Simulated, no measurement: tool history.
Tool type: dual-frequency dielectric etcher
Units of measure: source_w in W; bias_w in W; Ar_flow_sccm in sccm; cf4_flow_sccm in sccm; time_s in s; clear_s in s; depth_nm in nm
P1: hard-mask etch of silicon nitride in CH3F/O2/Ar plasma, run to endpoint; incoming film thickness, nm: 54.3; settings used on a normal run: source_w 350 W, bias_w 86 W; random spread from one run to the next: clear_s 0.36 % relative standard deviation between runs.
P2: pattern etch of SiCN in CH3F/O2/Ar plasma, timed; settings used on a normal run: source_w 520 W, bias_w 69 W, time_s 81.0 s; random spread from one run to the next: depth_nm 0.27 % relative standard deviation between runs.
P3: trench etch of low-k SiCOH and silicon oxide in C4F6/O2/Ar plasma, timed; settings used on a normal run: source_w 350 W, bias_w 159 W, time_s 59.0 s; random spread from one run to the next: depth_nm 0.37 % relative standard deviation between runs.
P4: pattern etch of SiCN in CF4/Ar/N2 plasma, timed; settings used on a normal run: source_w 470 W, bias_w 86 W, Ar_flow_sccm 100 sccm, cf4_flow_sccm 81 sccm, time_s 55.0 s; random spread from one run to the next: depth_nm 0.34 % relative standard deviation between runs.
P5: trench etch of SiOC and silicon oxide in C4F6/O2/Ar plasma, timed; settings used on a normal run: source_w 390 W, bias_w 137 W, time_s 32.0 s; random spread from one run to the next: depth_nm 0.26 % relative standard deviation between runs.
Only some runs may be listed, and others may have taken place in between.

| run | hour | process | source_w | bias_w | Ar_flow_sccm | cf4_flow_sccm | time_s | hours since the last wet clean | hours since the last source power generator calibration | hours since the last bias power generator calibration | clear_s | depth_nm |
|---|---|---|---|---|---|---|---|---|---|---|---|---|
| 1 | 14.2 | P1 | 350 | 86 |  |  |  | 464.3 | 424.4 | 1251.2 | 79.634 |  |
| 2 | 22.0 | P4 | 470 | 86 | 100 | 81 | 81.5 | 472.1 | 432.2 | 1259.0 |  | 78.183 |
| 3 | 31.3 | P2 | 360 | 69 |  |  | 81.0 | 481.4 | 441.5 | 1268.3 |  | 28.328 |
| 4 | 39.1 | P1 | 350 | 86 |  |  |  | 489.2 | 449.3 | 1276.1 | 79.864 |  |
| 5 | 54.3 | P4 | 470 | 69 | 100 | 81 | 55.0 | 504.4 | 464.5 | 1291.3 |  | 48.954 |
| 6 | 68.5 | P5 | 390 | 137 |  |  | 32.0 | 518.6 | 478.7 | 1305.5 |  | 56.024 |
| 7 | 77.1 | P4 | 470 | 86 | 126 | 81 | 55.0 | 527.2 | 487.3 | 1314.1 |  | 51.393 |
| 8 | 89.0 | P1 | 210 | 86 |  |  |  | 539.1 | 499.2 | 1326.0 | 96.271 |  |
| 9 | 104.7 | P3 | 420 | 159 |  |  | 59.0 | 554.8 | 514.9 | 1341.7 |  | 192.320 |
| 10 | 117.2 | P3 | 350 | 103 |  |  | 59.0 | 567.3 | 527.4 | 1354.2 |  | 156.780 |
| 11 | 129.2 | P1 | 350 | 113 |  |  |  | 579.3 | 539.4 | 1366.2 | 72.303 |  |
| 12 | 144.1 | P5 | 390 | 137 |  |  | 32.0 | 594.2 | 554.3 | 1381.1 |  | 56.058 |
| 13 | 157.1 | P1 | 250 | 106 |  |  |  | 607.2 | 567.3 | 1394.1 | 83.525 |  |
| 14 | 171.8 | P2 | 520 | 96 |  |  | 81.0 | 621.9 | 582.0 | 1408.8 |  | 36.494 |
| 15 | 180.0 | P3 | 350 | 159 |  |  | 59.0 | 630.1 | 590.2 | 1417.0 |  | 178.470 |
| 16 | 189.1 | P1 | 430 | 86 |  |  |  | 639.2 | 599.3 | 1426.1 | 73.902 |  |
| 17 | 202.1 | P1 | 350 | 53 |  |  |  | 652.2 | 612.3 | 1439.1 | 94.212 |  |
| 18 | 215.7 | P5 | 390 | 104 |  |  | 32.0 | 665.8 | 625.9 | 1452.7 |  | 52.002 |
| 19 | 229.2 | P4 | 660 | 86 | 100 | 81 | 55.0 | 679.3 | 639.4 | 1466.2 |  | 71.096 |
| 20 | 244.2 | P1 | 350 | 86 |  |  |  | 694.3 | 654.4 | 1481.2 | 79.990 |  |
| 21 | 256.7 | P3 | 350 | 159 |  |  | 86.0 | 706.8 | 666.9 | 1493.7 |  | 258.740 |
| 22 | 267.5 | P1 | 350 | 86 |  |  |  | 717.6 | 677.7 | 1504.5 | 79.710 |  |
| 23 | 278.6 | P2 | 520 | 69 |  |  | 107.0 | 728.7 | 688.8 | 1515.6 |  | 43.249 |
| 24 | 290.5 | P1 | 350 | 86 |  |  |  | 740.6 | 700.7 | 1527.5 | 79.732 |  |
| 25 | 303.9 | P4 | 470 | 86 | 100 | 81 | 55.0 | 754.0 | 714.1 | 1540.9 |  | 52.836 |
| 26 | 313.1 | P2 | 520 | 69 |  |  | 81.0 | 763.2 | 723.3 | 1550.1 |  | 32.806 |
| 27 | 325.3 | P5 | 390 | 137 |  |  | 18.0 | 775.4 | 735.5 | 1562.3 |  | 31.594 |
| 28 | 337.2 | P4 | 470 | 86 | 100 | 114 | 55.0 | 787.3 | 747.4 | 1574.2 |  | 55.128 |
| 29 | 352.9 | P3 | 350 | 159 |  |  | 59.0 | 803.0 | 763.1 | 1589.9 |  | 179.480 |
| 30 | 360.7 | P4 | 470 | 86 | 100 | 81 | 55.0 | 810.8 | 770.9 | 1597.7 |  | 52.854 |
| 31 | 368.2 | P5 | 220 | 137 |  |  | 32.0 | 818.3 | 778.4 | 1605.2 |  | 44.897 |
| 32 | 380.5 | P1 | 350 | 86 |  |  |  | 830.6 | 790.7 | 1617.5 | 79.826 |  |
| 33 | 388.8 | P1 | 350 | 86 |  |  |  | 838.9 | 799.0 | 1625.8 | 80.358 |  |
| 34 | 402.3 | P1 | 350 | 86 |  |  |  | 852.4 | 812.5 | 1639.3 | 80.282 |  |
| 35 | 411.1 | P1 | 350 | 86 |  |  |  | 861.2 | 821.3 | 1648.1 | 80.905 |  |
| 36 | 420.2 | P1 | 350 | 86 |  |  |  | 870.3 | 830.4 | 1657.2 | 81.282 |  |
| 37 | 431.2 | P1 | 350 | 86 |  |  |  | 881.3 | 841.4 | 1668.2 | 80.888 |  |
|  | 431.6 | wet clean of the chamber |
| 38 | 444.6 | P1 | 350 | 86 |  |  |  | 13.1 | 854.8 | 1681.6 | 81.575 |  |
| 39 | 456.6 | P1 | 350 | 86 |  |  |  | 25.1 | 866.8 | 1693.6 | 80.981 |  |
| 40 | 468.0 | P1 | 350 | 86 |  |  |  | 36.5 | 878.2 | 1705.0 | 80.544 |  |

P1 has crept away from where it was. The log is fitted equally well by each of these 2 causes, at the sizes shown:
A: source power that arrives under what is set, % = 4.73
B: bias power that arrives under what is set, % = 4.94
The process output started creeping at around hour 380.5.
Each remaining cause and why it is not a fit:
chamber walls in a state that lowers the etch rate, %: its service at hour 431.6 followed the start of the drift and did not put the process back to its old value

Question marks stand in for the results of the 4 check runs listed below, each run on one wafer. Under which run would the listed causes show clearly different results?
| check 1 | 479.4 | P2 | 520 | 69 |  |  | 81.0 |  |  |  |  | ? |
| check 2 | 479.4 | P5 | 390 | 137 |  |  | 32.0 |  |  |  |  | ? |
| check 3 | 479.4 | P3 | 350 | 159 |  |  | 59.0 |  |  |  |  | ? |
| check 4 | 479.4 | P4 | 470 | 86 | 100 | 81 | 55.0 |  |  |  |  | ? |

What every check run would give for each of its results, assuming each possible cause in turn:
| check | result | if A | if B |
|---|---|---|---|
| check 1 | depth_nm | 32.062 | 32.098 |
| check 2 | depth_nm | 55.069 | 55.299 |
| check 3 | depth_nm | 175.750 | 176.330 |
| check 4 | depth_nm | 50.621 | 51.892 |
How far apart the two closest causes lie, in the result that separates them most: check 1 0.11 %; check 2 0.42 %; check 3 0.33 %; check 4 2.48 %
The other checks would show nearly matching results whichever cause is true, so check 4 is the only one that separates the causes.

Running check 4 produced the following: depth_nm 50.591 nm. Which one of the listed causes fits?

A is the cause: source power that arrives under what is set, %.
